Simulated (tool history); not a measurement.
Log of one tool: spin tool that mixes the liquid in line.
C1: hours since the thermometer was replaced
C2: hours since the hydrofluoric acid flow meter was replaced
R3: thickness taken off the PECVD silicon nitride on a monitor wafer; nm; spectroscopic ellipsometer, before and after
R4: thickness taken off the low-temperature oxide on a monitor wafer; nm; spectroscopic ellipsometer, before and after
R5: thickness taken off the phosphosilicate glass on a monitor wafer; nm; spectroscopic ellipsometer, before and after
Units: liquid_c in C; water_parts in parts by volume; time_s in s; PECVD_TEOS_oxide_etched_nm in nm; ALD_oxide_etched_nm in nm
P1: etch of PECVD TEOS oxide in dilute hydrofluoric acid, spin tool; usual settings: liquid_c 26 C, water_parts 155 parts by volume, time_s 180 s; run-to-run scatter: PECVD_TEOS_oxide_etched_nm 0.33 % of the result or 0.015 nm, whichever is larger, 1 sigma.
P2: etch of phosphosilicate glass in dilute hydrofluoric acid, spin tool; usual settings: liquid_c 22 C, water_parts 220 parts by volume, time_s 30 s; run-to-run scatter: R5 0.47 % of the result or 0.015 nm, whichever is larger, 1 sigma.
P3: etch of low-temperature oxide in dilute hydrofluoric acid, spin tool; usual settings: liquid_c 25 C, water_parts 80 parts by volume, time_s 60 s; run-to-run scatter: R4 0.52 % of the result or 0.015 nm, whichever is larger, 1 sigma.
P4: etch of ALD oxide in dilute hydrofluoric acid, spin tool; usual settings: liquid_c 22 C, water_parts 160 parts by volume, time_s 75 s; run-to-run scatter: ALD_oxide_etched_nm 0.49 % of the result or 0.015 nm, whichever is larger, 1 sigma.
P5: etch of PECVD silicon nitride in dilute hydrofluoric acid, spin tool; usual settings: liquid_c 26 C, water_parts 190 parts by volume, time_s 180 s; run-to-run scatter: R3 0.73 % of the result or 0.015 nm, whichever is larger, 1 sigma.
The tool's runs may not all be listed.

{"run": 1, "hour": 5.5, "process": "P1", "liquid_c": 26, "water_parts": 155, "time_s": 180, "C1": 260.9, "C2": 917.5, "PECVD_TEOS_oxide_etched_nm": 16.19}
{"run": 2, "hour": 8.8, "process": "P1", "liquid_c": 26, "water_parts": 155, "time_s": 15, "C1": 264.2, "C2": 920.8, "PECVD_TEOS_oxide_etched_nm": 1.3358}
{"run": 3, "hour": 15.2, "process": "P4", "liquid_c": 29, "water_parts": 160, "time_s": 75, "C1": 270.6, "C2": 927.2, "ALD_oxide_etched_nm": 6.4377}
{"run": 4, "hour": 19.3, "process": "P5", "liquid_c": 19, "water_parts": 190, "time_s": 180, "C1": 274.7, "C2": 931.3, "R3": 2.401}
{"run": 5, "hour": 25.3, "process": "P4", "liquid_c": 22, "water_parts": 160, "time_s": 75, "C1": 280.7, "C2": 937.3, "ALD_oxide_etched_nm": 4.955}
{"run": 6, "hour": 31.2, "process": "P1", "liquid_c": 26, "water_parts": 270, "time_s": 180, "C1": 286.6, "C2": 943.2, "PECVD_TEOS_oxide_etched_nm": 8.1354}
{"run": 7, "hour": 36.0, "process": "P3", "liquid_c": 17, "water_parts": 80, "time_s": 60, "C1": 291.4, "C2": 948, "R4": 13.417}
{"run": 8, "hour": 40.9, "process": "P1", "liquid_c": 26, "water_parts": 155, "time_s": 180, "C1": 296.3, "C2": 952.9, "PECVD_TEOS_oxide_etched_nm": 16.094}
{"run": 9, "hour": 45.5, "process": "P2", "liquid_c": 22, "water_parts": 120, "time_s": 30, "C1": 300.9, "C2": 957.5, "R5": 19.7}
{"run": 10, "hour": 50.3, "process": "P1", "liquid_c": 26, "water_parts": 245, "time_s": 350, "C1": 305.7, "C2": 962.3, "PECVD_TEOS_oxide_etched_nm": 17.949}
{"run": 11, "hour": 54.2, "process": "P1", "liquid_c": 26, "water_parts": 155, "time_s": 180, "C1": 309.6, "C2": 966.2, "PECVD_TEOS_oxide_etched_nm": 16.198}
{"run": 12, "hour": 60.3, "process": "P4", "liquid_c": 22, "water_parts": 160, "time_s": 145, "C1": 315.7, "C2": 972.3, "ALD_oxide_etched_nm": 9.4844}
{"run": 13, "hour": 64.3, "process": "P4", "liquid_c": 22, "water_parts": 160, "time_s": 75, "C1": 319.7, "C2": 976.3, "ALD_oxide_etched_nm": 4.9262}
{"run": 14, "hour": 68.6, "process": "P2", "liquid_c": 22, "water_parts": 220, "time_s": 15, "C1": 324, "C2": 980.6, "R5": 4.8622}
{"run": 15, "hour": 73.3, "process": "P5", "liquid_c": 26, "water_parts": 190, "time_s": 180, "C1": 328.7, "C2": 985.3, "R3": 3.746}
{"run": 16, "hour": 78.5, "process": "P2", "liquid_c": 17, "water_parts": 220, "time_s": 30, "C1": 333.9, "C2": 990.5, "R5": 8.0735}
{"run": 17, "hour": 83.2, "process": "P2", "liquid_c": 22, "water_parts": 220, "time_s": 30, "C1": 338.6, "C2": 995.2, "R5": 9.6692}
{"run": 18, "hour": 86.6, "process": "P1", "liquid_c": 31.5, "water_parts": 155, "time_s": 180, "C1": 342, "C2": 998.6, "PECVD_TEOS_oxide_etched_nm": 19.716}
{"run": 19, "hour": 90.2, "process": "P3", "liquid_c": 25, "water_parts": 145, "time_s": 60, "C1": 345.6, "C2": 1002.2, "R4": 9.4341}
{"run": 20, "hour": 93.9, "process": "P1", "liquid_c": 26, "water_parts": 70, "time_s": 180, "C1": 349.3, "C2": 1005.9, "PECVD_TEOS_oxide_etched_nm": 39.819}
{"run": 21, "hour": 97.3, "process": "P2", "liquid_c": 22, "water_parts": 220, "time_s": 30, "C1": 352.7, "C2": 1009.3, "R5": 9.7379}
{"run": 22, "hour": 103.4, "process": "P5", "liquid_c": 26, "water_parts": 340, "time_s": 180, "C1": 358.8, "C2": 1015.4, "R3": 2.1065}
{"run": 23, "hour": 106.8, "process": "P1", "liquid_c": 26, "water_parts": 155, "time_s": 180, "C1": 362.2, "C2": 1018.8, "PECVD_TEOS_oxide_etched_nm": 16.132}
{"run": 24, "hour": 112.2, "process": "P4", "liquid_c": 22, "water_parts": 30, "time_s": 75, "C1": 367.6, "C2": 1024.2, "ALD_oxide_etched_nm": 30.642}
{"run": 25, "hour": 118.6, "process": "P1", "liquid_c": 26, "water_parts": 95, "time_s": 325, "C1": 374, "C2": 1030.6, "PECVD_TEOS_oxide_etched_nm": 51.45}
{"run": 26, "hour": 123.5, "process": "P1", "liquid_c": 19.5, "water_parts": 155, "time_s": 110, "C1": 378.9, "C2": 1035.5, "PECVD_TEOS_oxide_etched_nm": 7.6732}
{"run": 27, "hour": 129.6, "process": "P3", "liquid_c": 25, "water_parts": 80, "time_s": 90, "C1": 385, "C2": 1041.6, "R4": 28.191}
{"run": 28, "hour": 134.9, "process": "P1", "liquid_c": 26, "water_parts": 155, "time_s": 180, "C1": 390.3, "C2": 1046.9, "PECVD_TEOS_oxide_etched_nm": 16.158}
{"run": 29, "hour": 139.8, "process": "P3", "liquid_c": 25, "water_parts": 80, "time_s": 60, "C1": 395.2, "C2": 1051.8, "R4": 18.657}
{"run": 30, "hour": 144.9, "process": "P1", "liquid_c": 26, "water_parts": 155, "time_s": 285, "C1": 400.3, "C2": 1056.9, "PECVD_TEOS_oxide_etched_nm": 25.701}
{"run": 31, "hour": 148.0, "process": "P1", "liquid_c": 17.5, "water_parts": 155, "time_s": 180, "C1": 403.4, "C2": 1060, "PECVD_TEOS_oxide_etched_nm": 11.643}
{"run": 32, "hour": 152.8, "process": "P5", "liquid_c": 26, "water_parts": 190, "time_s": 310, "C1": 408.2, "C2": 1064.8, "R3": 6.4394}
{"run": 33, "hour": 157.3, "process": "P1", "liquid_c": 26, "water_parts": 155, "time_s": 180, "C1": 412.7, "C2": 1069.3, "PECVD_TEOS_oxide_etched_nm": 16.203}
{"run": 34, "hour": 161.1, "process": "P1", "liquid_c": 26, "water_parts": 155, "time_s": 180, "C1": 416.5, "C2": 1073.1, "PECVD_TEOS_oxide_etched_nm": 16.73}
{"run": 35, "hour": 165.3, "process": "P1", "liquid_c": 26, "water_parts": 155, "time_s": 180, "C1": 420.7, "C2": 1077.3, "PECVD_TEOS_oxide_etched_nm": 17.089}
{"run": 36, "hour": 170.6, "process": "P1", "liquid_c": 26, "water_parts": 155, "time_s": 180, "C1": 426, "C2": 1082.6, "PECVD_TEOS_oxide_etched_nm": 17.32}
{"run": 37, "hour": 175.2, "process": "P1", "liquid_c": 26, "water_parts": 155, "time_s": 180, "C1": 430.6, "C2": 1087.2, "PECVD_TEOS_oxide_etched_nm": 17.368}
{"run": 38, "hour": 179.2, "process": "P1", "liquid_c": 26, "water_parts": 155, "time_s": 180, "C1": 434.6, "C2": 1091.2, "PECVD_TEOS_oxide_etched_nm": 17.456}
{"run": 39, "hour": 183.0, "process": "P1", "liquid_c": 26, "water_parts": 155, "time_s": 180, "C1": 438.4, "C2": 1095, "PECVD_TEOS_oxide_etched_nm": 17.479}
{"run": 40, "hour": 188.4, "process": "P1", "liquid_c": 26, "water_parts": 155, "time_s": 180, "C1": 443.8, "C2": 1100.4, "PECVD_TEOS_oxide_etched_nm": 17.514}

What P1 gives has crept away from where it was. These 2 causes fit the log equally well, each at the size given:
A: liquid hotter than its thermometer reads (K) = 2.11
B: hydrofluoric acid flow above the setpoint (%) = 6.8
The creep began at about hour 157.3.

4 check runs are offered, one wafer each, their results left as question marks. Which one tells the causes apart?
{"run": "check 1", "hour": 193.8, "process": "P3", "liquid_c": 17.5, "water_parts": 130, "time_s": 60, "R4": "?"}
{"run": "check 2", "hour": 193.8, "process": "P2", "liquid_c": 17, "water_parts": 220, "time_s": 15, "R5": "?"}
{"run": "check 3", "hour": 193.8, "process": "P4", "liquid_c": 22, "water_parts": 160, "time_s": 145, "ALD_oxide_etched_nm": "?"}
{"run": "check 4", "hour": 193.8, "process": "P5", "liquid_c": 26, "water_parts": 320, "time_s": 305, "R3": "?"}

What each check would give under each cause:
check=check_1 result=R4 if_A=8.7565 if_B=8.652
check=check_2 result=R5 if_A=4.3542 if_B=4.3375
check=check_3 result=ALD_oxide_etched_nm if_A=10.327 if_B=10.286
check=check_4 result=R3 if_A=4.2654 if_B=4.025
How far apart the two closest causes lie, in the result that separates them most: check 1 1.2 %; check 2 0.38 %; check 3 0.4 %; check 4 5.8 %
Check 4 tells the causes apart: in the others they would give nearly the same result.

Then check 4 was run and gave: R3 4.0412 nm. Which cause is it?

It is B: hydrofluoric acid flow above the setpoint (%).
